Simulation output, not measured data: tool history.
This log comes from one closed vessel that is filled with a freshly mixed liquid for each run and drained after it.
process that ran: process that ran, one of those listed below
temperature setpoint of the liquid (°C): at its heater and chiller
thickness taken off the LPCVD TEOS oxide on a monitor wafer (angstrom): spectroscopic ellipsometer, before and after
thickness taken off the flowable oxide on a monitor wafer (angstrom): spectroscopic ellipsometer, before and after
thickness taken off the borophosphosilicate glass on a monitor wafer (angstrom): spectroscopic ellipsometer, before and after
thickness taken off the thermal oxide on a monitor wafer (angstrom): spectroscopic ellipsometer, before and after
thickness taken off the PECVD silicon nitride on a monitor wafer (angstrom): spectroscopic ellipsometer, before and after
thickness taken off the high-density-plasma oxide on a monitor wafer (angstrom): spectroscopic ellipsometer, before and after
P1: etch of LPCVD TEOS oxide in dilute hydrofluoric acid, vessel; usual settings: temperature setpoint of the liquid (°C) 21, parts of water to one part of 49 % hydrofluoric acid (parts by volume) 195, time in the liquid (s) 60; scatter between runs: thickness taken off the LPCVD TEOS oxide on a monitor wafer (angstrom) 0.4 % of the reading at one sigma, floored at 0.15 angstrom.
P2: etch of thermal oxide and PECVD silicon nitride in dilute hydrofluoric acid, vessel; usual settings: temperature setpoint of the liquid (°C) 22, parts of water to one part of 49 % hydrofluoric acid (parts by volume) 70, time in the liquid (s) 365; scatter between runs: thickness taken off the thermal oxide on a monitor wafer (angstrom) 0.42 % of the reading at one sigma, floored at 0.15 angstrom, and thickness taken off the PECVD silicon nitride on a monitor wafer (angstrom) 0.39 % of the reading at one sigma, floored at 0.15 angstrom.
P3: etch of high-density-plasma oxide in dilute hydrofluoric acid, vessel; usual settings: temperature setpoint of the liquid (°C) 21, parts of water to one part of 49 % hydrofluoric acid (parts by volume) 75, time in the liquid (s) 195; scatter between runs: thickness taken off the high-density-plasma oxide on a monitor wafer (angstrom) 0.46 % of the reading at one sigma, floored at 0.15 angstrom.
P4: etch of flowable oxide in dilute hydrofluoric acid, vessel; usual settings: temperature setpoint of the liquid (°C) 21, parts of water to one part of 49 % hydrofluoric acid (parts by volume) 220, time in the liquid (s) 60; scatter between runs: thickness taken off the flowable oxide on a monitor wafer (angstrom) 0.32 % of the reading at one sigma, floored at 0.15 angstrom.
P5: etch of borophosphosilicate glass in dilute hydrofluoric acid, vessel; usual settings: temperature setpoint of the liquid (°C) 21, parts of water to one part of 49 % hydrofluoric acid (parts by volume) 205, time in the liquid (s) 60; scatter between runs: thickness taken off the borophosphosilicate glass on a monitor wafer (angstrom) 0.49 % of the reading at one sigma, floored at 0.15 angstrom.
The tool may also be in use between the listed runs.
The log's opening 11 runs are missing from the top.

| run | hour | process that ran | temperature setpoint of the liquid (°C) | parts of water to one part of 49 % hydrofluoric acid (parts by volume) | time in the liquid (s) | thickness taken off the LPCVD TEOS oxide on a monitor wafer (angstrom) | thickness taken off the flowable oxide on a monitor wafer (angstrom) | thickness taken off the borophosphosilicate glass on a monitor wafer (angstrom) | thickness taken off the thermal oxide on a monitor wafer (angstrom) | thickness taken off the PECVD silicon nitride on a monitor wafer (angstrom) | thickness taken off the high-density-plasma oxide on a monitor wafer (angstrom) |
|---|---|---|---|---|---|---|---|---|---|---|---|
| 12 | 82.5 | P2 | 22 | 70 | 700 |  |  |  | 456.89 | 285.35 |  |
| 13 | 87.3 | P5 | 21 | 205 | 60 |  |  | 87.383 |  |  |  |
| 14 | 91.9 | P1 | 21 | 195 | 60 | 92.565 |  |  |  |  |  |
| 15 | 101 | P3 | 29.5 | 75 | 195 |  |  |  |  |  | 221.85 |
| 16 | 108.9 | P2 | 22 | 25 | 365 |  |  |  | 711.52 | 405.52 |  |
| 17 | 117.5 | P1 | 21 | 345 | 60 | 45.607 |  |  |  |  |  |
| 18 | 126.5 | P4 | 21 | 220 | 60 |  | 106.74 |  |  |  |  |
| 19 | 131.5 | P5 | 21 | 370 | 60 |  |  | 41.173 |  |  |  |
| 20 | 136.8 | P2 | 22 | 70 | 365 |  |  |  | 236.96 | 149.83 |  |
| 21 | 142.1 | P1 | 21 | 195 | 60 | 93.018 |  |  |  |  |  |
| 22 | 147.4 | P4 | 21 | 220 | 60 |  | 106.09 |  |  |  |  |
| 23 | 153.1 | P1 | 21 | 195 | 95 | 147.57 |  |  |  |  |  |
| 24 | 158.3 | P1 | 21 | 195 | 60 | 93.782 |  |  |  |  |  |
| 25 | 167.5 | P1 | 17 | 195 | 60 | 79.377 |  |  |  |  |  |
| 26 | 174 | P1 | 21 | 75 | 95 | 434.77 |  |  |  |  |  |
| 27 | 183.5 | P1 | 21 | 95 | 60 | 211.84 |  |  |  |  |  |
|  | 191.5 | hydrofluoric acid flow meter replaced |
| 28 | 193 | P4 | 29 | 220 | 60 |  | 142.77 |  |  |  |  |

Run 29 has not been measured yet. What should we expect?
| 29 | 197.6 | P1 | 21 | 195 | 60 | ? |  |  |  |  |  |

thickness taken off the LPCVD TEOS oxide on a monitor wafer (angstrom): 92.69
